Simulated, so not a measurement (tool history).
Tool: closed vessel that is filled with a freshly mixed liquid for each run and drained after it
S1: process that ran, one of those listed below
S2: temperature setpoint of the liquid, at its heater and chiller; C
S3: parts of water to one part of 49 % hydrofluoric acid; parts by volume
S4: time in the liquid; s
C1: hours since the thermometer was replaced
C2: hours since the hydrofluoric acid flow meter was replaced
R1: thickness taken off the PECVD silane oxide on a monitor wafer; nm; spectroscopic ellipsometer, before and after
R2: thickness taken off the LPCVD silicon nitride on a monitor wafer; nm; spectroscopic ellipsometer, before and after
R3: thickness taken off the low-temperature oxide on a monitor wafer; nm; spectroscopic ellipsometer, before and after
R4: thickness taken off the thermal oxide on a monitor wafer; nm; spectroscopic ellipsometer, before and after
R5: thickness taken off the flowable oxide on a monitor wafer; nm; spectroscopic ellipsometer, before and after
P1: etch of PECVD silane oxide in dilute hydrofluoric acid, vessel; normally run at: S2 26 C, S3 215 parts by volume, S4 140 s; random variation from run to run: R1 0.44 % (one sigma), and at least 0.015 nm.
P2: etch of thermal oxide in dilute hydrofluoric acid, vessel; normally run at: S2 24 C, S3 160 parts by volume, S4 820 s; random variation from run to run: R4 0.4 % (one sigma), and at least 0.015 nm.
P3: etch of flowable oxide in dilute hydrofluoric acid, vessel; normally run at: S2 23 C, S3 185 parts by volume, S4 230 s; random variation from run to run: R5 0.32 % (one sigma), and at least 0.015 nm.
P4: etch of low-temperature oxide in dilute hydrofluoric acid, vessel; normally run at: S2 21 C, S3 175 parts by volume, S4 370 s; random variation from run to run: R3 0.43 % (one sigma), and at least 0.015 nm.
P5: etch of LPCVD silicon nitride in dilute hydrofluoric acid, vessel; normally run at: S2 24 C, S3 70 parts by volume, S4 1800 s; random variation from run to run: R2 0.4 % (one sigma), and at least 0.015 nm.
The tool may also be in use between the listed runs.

Run 1, hour 1.9: S1 P1, S2 26 C, S3 215 parts by volume, S4 140 s; C1 258.9; C2 215.4. Result: R1 26.116 nm.
Run 2, hour 5: S1 P5, S2 24 C, S3 70 parts by volume, S4 1800 s; C1 262; C2 218.5. Result: R2 11.983 nm.
Run 3, hour 7.7: S1 P1, S2 26 C, S3 215 parts by volume, S4 140 s; C1 264.7; C2 221.2. Result: R1 25.957 nm.
Run 4, hour 11.3: S1 P5, S2 24 C, S3 70 parts by volume, S4 1800 s; C1 268.3; C2 224.8. Result: R2 11.957 nm.
Run 5, hour 13.7: S1 P1, S2 18.5 C, S3 215 parts by volume, S4 85 s; C1 270.7; C2 227.2. Result: R1 11.947 nm.
Run 6, hour 17.9: S1 P1, S2 33.5 C, S3 215 parts by volume, S4 140 s; C1 274.9; C2 231.4. Result: R1 33.687 nm.
Run 7, hour 22.2: S1 P4, S2 21 C, S3 175 parts by volume, S4 370 s; C1 279.2; C2 235.7. Result: R3 48.267 nm.
Run 8, hour 25.9: S1 P2, S2 24 C, S3 160 parts by volume, S4 820 s; C1 282.9; C2 239.4. Result: R4 23.235 nm.
Run 9, hour 27.8: S1 P2, S2 24 C, S3 160 parts by volume, S4 820 s; C1 284.8; C2 241.3. Result: R4 23.177 nm.
Run 10, hour 31.9: S1 P2, S2 17 C, S3 160 parts by volume, S4 820 s; C1 288.9; C2 245.4. Result: R4 17.627 nm.
Run 11, hour 35.9: S1 P1, S2 26 C, S3 215 parts by volume, S4 140 s; C1 292.9; C2 249.4. Result: R1 26.253 nm.
Run 12, hour 38.6: S1 P2, S2 24 C, S3 275 parts by volume, S4 820 s; C1 295.6; C2 252.1. Result: R4 11.898 nm.
Run 13, hour 42.5: S1 P4, S2 21 C, S3 175 parts by volume, S4 30 s; C1 299.5; C2 256. Result: R3 3.888 nm.
Run 14, hour 44.9: S1 P1, S2 19 C, S3 215 parts by volume, S4 140 s; C1 301.9; C2 258.4. Result: R1 20.095 nm.
Run 15, hour 48.2: S1 P3, S2 23 C, S3 185 parts by volume, S4 230 s; C1 305.2; C2 261.7. Result: R5 23.237 nm.
Run 16, hour 52.1: S1 P5, S2 24 C, S3 130 parts by volume, S4 1800 s; C1 309.1; C2 265.6. Result: R2 6.5107 nm.
Run 17, hour 54.1: S1 P3, S2 23 C, S3 185 parts by volume, S4 375 s; C1 311.1; C2 267.6. Result: R5 37.926 nm.
Run 18, hour 56.1: S1 P5, S2 19.5 C, S3 70 parts by volume, S4 1800 s; C1 313.1; C2 269.6. Result: R2 8.8249 nm.
Run 19, hour 59.7: S1 P2, S2 24 C, S3 160 parts by volume, S4 1290 s; C1 316.7; C2 273.2. Result: R4 36.475 nm.
Run 20, hour 63.2: S1 P1, S2 26 C, S3 345 parts by volume, S4 140 s; C1 320.2; C2 276.7. Result: R1 14.146 nm.
Run 21, hour 67: S1 P3, S2 23 C, S3 185 parts by volume, S4 230 s; C1 324; C2 280.5. Result: R5 23.212 nm.
Run 22, hour 70.9: S1 P4, S2 21 C, S3 175 parts by volume, S4 370 s; C1 327.9; C2 284.4. Result: R3 48.261 nm.
Run 23, hour 74.5: S1 P1, S2 26 C, S3 215 parts by volume, S4 140 s; C1 331.5; C2 288. Result: R1 26.06 nm.
Run 24, hour 76.9: S1 P4, S2 21 C, S3 275 parts by volume, S4 370 s; C1 333.9; C2 290.4. Result: R3 27.755 nm.
Run 25, hour 79.6: S1 P5, S2 24 C, S3 70 parts by volume, S4 480 s; C1 336.6; C2 293.1. Result: R2 3.186 nm.
Run 26, hour 83.6: S1 P1, S2 26 C, S3 215 parts by volume, S4 220 s; C1 340.6; C2 297.1. Result: R1 41.028 nm.
Run 27, hour 86.9: S1 P1, S2 29.5 C, S3 295 parts by volume, S4 140 s; C1 343.9; C2 300.4. Result: R1 19.483 nm.
Run 28, hour 89.5: S1 P1, S2 26 C, S3 215 parts by volume, S4 70 s; C1 346.5; C2 303. Result: R1 13.087 nm.
Run 29, hour 93.1: S1 P4, S2 17 C, S3 175 parts by volume, S4 370 s; C1 350.1; C2 306.6. Result: R3 41.181 nm.
Run 30, hour 96: S1 P1, S2 22.5 C, S3 215 parts by volume, S4 30 s; C1 353; C2 309.5. Result: R1 4.9713 nm.
Run 31, hour 98.2: S1 P3, S2 23 C, S3 330 parts by volume, S4 230 s; C1 355.2; C2 311.7. Result: R5 11.241 nm.
Run 32, hour 101.7: S1 P3, S2 17 C, S3 185 parts by volume, S4 230 s; C1 358.7; C2 315.2. Result: R5 18.337 nm.
Run 33, hour 104.3: S1 P1, S2 26 C, S3 40 parts by volume, S4 140 s; C1 361.3; C2 317.8. Result: R1 175.25 nm.
Run 34, hour 106.8: S1 P1, S2 26 C, S3 215 parts by volume, S4 140 s; C1 363.8; C2 320.3. Result: R1 26.025 nm.
Run 35, hour 108.9: S1 P1, S2 26 C, S3 215 parts by volume, S4 140 s; C1 365.9; C2 322.4. Result: R1 26.128 nm.
Run 36, hour 111.2: S1 P1, S2 26 C, S3 215 parts by volume, S4 140 s; C1 368.2; C2 324.7. Result: R1 26.923 nm.
Run 37, hour 114.4: S1 P1, S2 26 C, S3 215 parts by volume, S4 140 s; C1 371.4; C2 327.9. Result: R1 27.642 nm.
Run 38, hour 117.6: S1 P1, S2 26 C, S3 215 parts by volume, S4 140 s; C1 374.6; C2 331.1. Result: R1 27.807 nm.
Run 39, hour 120.3: S1 P1, S2 26 C, S3 215 parts by volume, S4 140 s; C1 377.3; C2 333.8. Result: R1 28.114 nm.
Run 40, hour 123.6: S1 P1, S2 26 C, S3 215 parts by volume, S4 140 s; C1 380.6; C2 337.1. Result: R1 28.251 nm.
Run 41, hour 126: S1 P1, S2 26 C, S3 215 parts by volume, S4 140 s; C1 383; C2 339.5. Result: R1 28.373 nm.

What P1 gives has crept away from where it was. These 2 causes fit the log equally well, each at the size given:
A: hydrofluoric acid flow above the setpoint (%) = 6.29
B: liquid hotter than its thermometer reads (K) = 2.13
The creep began at about hour 108.9.

4 check runs are offered, one wafer each, their results left as question marks. Which one tells the causes apart?
Run check 1, hour 128.4: S1 P4, S2 17 C, S3 230 parts by volume, S4 370 s. Result: R3 ?.
Run check 2, hour 128.4: S1 P3, S2 18 C, S3 325 parts by volume, S4 230 s. Result: R5 ?.
Run check 3, hour 128.4: S1 P2, S2 24 C, S3 255 parts by volume, S4 820 s. Result: R4 ?.
Run check 4, hour 128.4: S1 P5, S2 24 C, S3 70 parts by volume, S4 1180 s. Result: R2 ?.

What each check would give under each cause:
  check  result    if A    if B
check 1      R3  32.055   32.36
check 2      R5  10.371  10.376
check 3      R4  14.246  14.227
check 4      R2  8.3248  9.0287
How far apart the two closest causes lie, in the result that separates them most: check 1 0.95 %; check 2 0.04 %; check 3 0.14 %; check 4 8.12 %
Check 4 tells the causes apart: in the others they would give nearly the same result.

Check 4 was then run and gave: R2 8.3306 nm. Which cause is it?

It is A: hydrofluoric acid flow above the setpoint (%).
